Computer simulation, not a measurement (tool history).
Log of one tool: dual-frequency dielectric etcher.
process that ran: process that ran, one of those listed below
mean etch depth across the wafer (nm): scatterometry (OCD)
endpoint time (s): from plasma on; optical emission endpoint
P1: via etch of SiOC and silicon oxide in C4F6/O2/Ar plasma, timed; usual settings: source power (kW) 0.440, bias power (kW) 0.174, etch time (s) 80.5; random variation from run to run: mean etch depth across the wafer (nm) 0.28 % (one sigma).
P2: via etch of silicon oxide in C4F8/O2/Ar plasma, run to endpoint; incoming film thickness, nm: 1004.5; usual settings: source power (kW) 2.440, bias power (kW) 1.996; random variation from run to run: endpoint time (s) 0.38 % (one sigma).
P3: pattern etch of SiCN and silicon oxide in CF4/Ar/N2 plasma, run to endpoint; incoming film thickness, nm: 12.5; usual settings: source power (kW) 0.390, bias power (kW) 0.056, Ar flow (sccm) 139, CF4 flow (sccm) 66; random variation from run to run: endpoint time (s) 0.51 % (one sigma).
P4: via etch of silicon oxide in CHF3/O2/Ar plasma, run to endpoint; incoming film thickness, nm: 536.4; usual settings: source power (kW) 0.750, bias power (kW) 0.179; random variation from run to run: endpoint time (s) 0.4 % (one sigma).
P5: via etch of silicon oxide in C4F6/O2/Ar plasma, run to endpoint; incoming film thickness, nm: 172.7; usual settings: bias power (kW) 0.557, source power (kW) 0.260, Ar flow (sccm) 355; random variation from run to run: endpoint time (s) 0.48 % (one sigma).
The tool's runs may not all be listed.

run	hour	process that ran	source power (kW)	bias power (kW)	etch time (s)	Ar flow (sccm)	CF4 flow (sccm)	hours since the last wet clean	hours since the last source power generator calibration	hours since the last bias power generator calibration	mean etch depth across the wafer (nm)	endpoint time (s)
1	13.7	P1	0.440	0.174	80.5			271.1	889.0	2179.0	91.563	
2	26.4	P1	0.440	0.174	80.5			283.8	901.7	2191.7	91.761	
3	40.5	P2	2.440	2.792				297.9	915.8	2205.8		161.250
4	54.6	P3	0.390	0.056		139	66	312.0	929.9	2219.9		19.521
5	68.4	P1	0.290	0.213	80.5			325.8	943.7	2233.7	83.726	
6	77.8	P1	0.440	0.174	61.0			335.2	953.1	2243.1	69.581	
7	88.3	P3	0.390	0.056		84	66	345.7	963.6	2253.6		17.916
8	100.2	P2	2.440	1.996				357.6	975.5	2265.5		177.720
9	114.6	P4	0.560	0.179				372.0	989.9	2279.9		271.250
10	130.2	P1	0.440	0.122	80.5			387.6	1005.5	2295.5	82.266	
11	144.7	P1	0.440	0.215	80.5			402.1	1020.0	2310.0	97.672	
12	153.2	P5	0.260	0.557		439		410.6	1028.5	2318.5		44.706
13	169.1	P4	0.750	0.179				426.5	1044.4	2334.4		245.370
14	177.4	P3	0.390	0.035		139	66	434.8	1052.7	2342.7		22.855
15	194.3	P2	2.440	1.996				451.7	1069.6	2359.6		178.190
16	207.7	P2	3.150	1.996				465.1	1083.0	2373.0		158.880
17	222.8	P1	0.440	0.174	80.5			480.2	1098.1	2388.1	91.624	
18	238.7	P1	0.440	0.174	80.5			496.1	1114.0	2404.0	91.594	
19	251.8	P1	0.520	0.174	104.5			509.2	1127.1	2417.1	127.290	
20	265.0	P1	0.570	0.174	80.5			522.4	1140.3	2430.3	101.680	
21	282.0	P1	0.310	0.174	80.5			539.4	1157.3	2447.3	80.135	
22	294.8	P4	0.750	0.107				552.2	1170.1	2460.1		286.540
23	309.1	P5	0.260	0.429		355		566.5	1184.4	2474.4		48.588
24	319.9	P1	0.440	0.174	109.0			577.3	1195.2	2485.2	124.320	
25	335.1	P3	0.540	0.056		139	66	592.5	1210.4	2500.4		14.682
26	342.9	P3	0.390	0.056		139	83	600.3	1218.2	2508.2		18.875
27	351.3	P5	0.260	0.557		355		608.7	1226.6	2516.6		43.697
28	367.0	P5	0.160	0.557		355		624.4	1242.3	2532.3		51.590
29	375.7	P1	0.340	0.135	80.5			633.1	1251.0	2541.0	76.414	
30	391.3	P1	0.440	0.174	80.5			648.7	1266.6	2556.6	91.340	
31	398.8	P1	0.440	0.174	80.5			656.2	1274.1	2564.1	91.598	
32	408.3	P1	0.440	0.174	80.5			665.7	1283.6	2573.6	91.490	
33	425.0	P1	0.440	0.174	80.5			682.4	1300.3	2590.3	90.887	
34	436.2	P1	0.440	0.174	80.5			693.6	1311.5	2601.5	90.642	
35	452.9	P1	0.440	0.174	80.5			710.3	1328.2	2618.2	90.283	
36	461.8	P1	0.440	0.174	80.5			719.2	1337.1	2627.1	90.522	
# hour 467.2: wet clean of the chamber
37	476.4	P1	0.440	0.174	80.5			9.3	1351.7	2641.7	90.046	
38	486.1	P1	0.440	0.174	80.5			19.0	1361.4	2651.4	89.873	
39	497.0	P1	0.440	0.174	80.5			29.9	1372.3	2662.3	89.982	
40	509.7	P1	0.440	0.174	80.5			42.6	1385.0	2675.0	90.246	
41	521.4	P1	0.440	0.174	80.5			54.3	1396.7	2686.7	89.986	
42	530.3	P1	0.440	0.174	80.5			63.2	1405.6	2695.6	90.060	

What P1 gives has crept away from where it was. These 2 causes fit the log equally well, each at the size given:
A: source power that arrives under what is set, % = 3.76
B: bias power that arrives under what is set, % = 4.61
The creep began at about hour 408.3.
Why every other cause is out:
chamber walls in a state that lowers the etch rate, %: serviced at hour 467.2, which brought nothing back

4 check runs are offered, each on 5 wafers whose results are averaged, their results left as question marks. Which one tells the causes apart?
check 1	539.2	P5	0.170	0.557		355						?
check 2	539.2	P4	0.580	0.116								?
check 3	539.2	P2	2.440	2.743								?
check 4	539.2	P3	0.390	0.045		87	66					?

What each check would give under each cause:
check	result	if A	if B
check 1	endpoint time (s)	51.703	51.945
check 2	endpoint time (s)	315.720	315.500
check 3	endpoint time (s)	164.380	164.220
check 4	endpoint time (s)	20.101	19.699
How far apart the two closest causes lie, in the result that separates them most: check 1 0.47 %; check 2 0.07 %; check 3 0.09 %; check 4 2.02 %
Check 4 tells the causes apart: in the others they would give nearly the same result.

Then check 4 was run and gave: endpoint time (s) 20.146. Which cause is it?

It is A: source power that arrives under what is set, %.

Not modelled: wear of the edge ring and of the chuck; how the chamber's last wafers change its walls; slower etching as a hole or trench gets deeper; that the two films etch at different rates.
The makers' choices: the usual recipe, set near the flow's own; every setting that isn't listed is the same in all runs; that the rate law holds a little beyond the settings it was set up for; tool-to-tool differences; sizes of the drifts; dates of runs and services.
